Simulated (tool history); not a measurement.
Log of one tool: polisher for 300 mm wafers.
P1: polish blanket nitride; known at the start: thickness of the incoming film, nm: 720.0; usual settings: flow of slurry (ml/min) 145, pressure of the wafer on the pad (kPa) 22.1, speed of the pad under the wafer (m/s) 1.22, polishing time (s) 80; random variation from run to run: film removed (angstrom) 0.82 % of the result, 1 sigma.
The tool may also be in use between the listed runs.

| run | hour | flow of slurry (ml/min) | pressure of the wafer on the pad (kPa) | speed of the pad under the wafer (m/s) | polishing time (s) | film removed (angstrom) |
|---|---|---|---|---|---|---|
| 1 | 12.3 | 145 | 22.1 | 1.22 | 80 | 1655.20 |
| 2 | 23.4 | 145 | 22.1 | 1.88 | 80 | 2308.80 |
| 3 | 33.7 | 85 | 15.2 | 1.22 | 80 | 1005.80 |
| 4 | 44.3 | 145 | 22.1 | 1.22 | 114 | 2384.50 |
| 5 | 51.9 | 145 | 22.1 | 1.22 | 80 | 1649.40 |
| 6 | 62.0 | 185 | 22.1 | 1.22 | 80 | 1716.10 |
| 7 | 71.7 | 145 | 22.1 | 0.88 | 80 | 1264.30 |
| 8 | 79.3 | 145 | 22.1 | 1.22 | 80 | 1638.20 |
| 9 | 93.1 | 145 | 22.1 | 1.22 | 38 | 790.25 |
| 10 | 104.3 | 145 | 22.1 | 1.22 | 80 | 1659.80 |
| 11 | 116.9 | 145 | 22.1 | 1.22 | 80 | 1643.40 |
| 12 | 129.9 | 145 | 22.1 | 1.22 | 80 | 1645.20 |
| 13 | 138.7 | 85 | 22.1 | 1.22 | 80 | 1456.60 |
| 14 | 148.6 | 105 | 22.1 | 0.68 | 80 | 964.37 |
| 15 | 156.5 | 145 | 16.5 | 1.22 | 80 | 1233.40 |
| 16 | 168.8 | 145 | 29.6 | 1.22 | 80 | 2233.30 |
| 17 | 176.1 | 145 | 22.1 | 1.22 | 80 | 1635.80 |
| 18 | 186.6 | 145 | 22.1 | 1.22 | 80 | 1640.30 |

Run 19 comes next. What will it give?
| 19 | 196.9 | 145 | 22.1 | 1.22 | 80 | ? |

Run 19 gave film removed (angstrom) 1610.30.
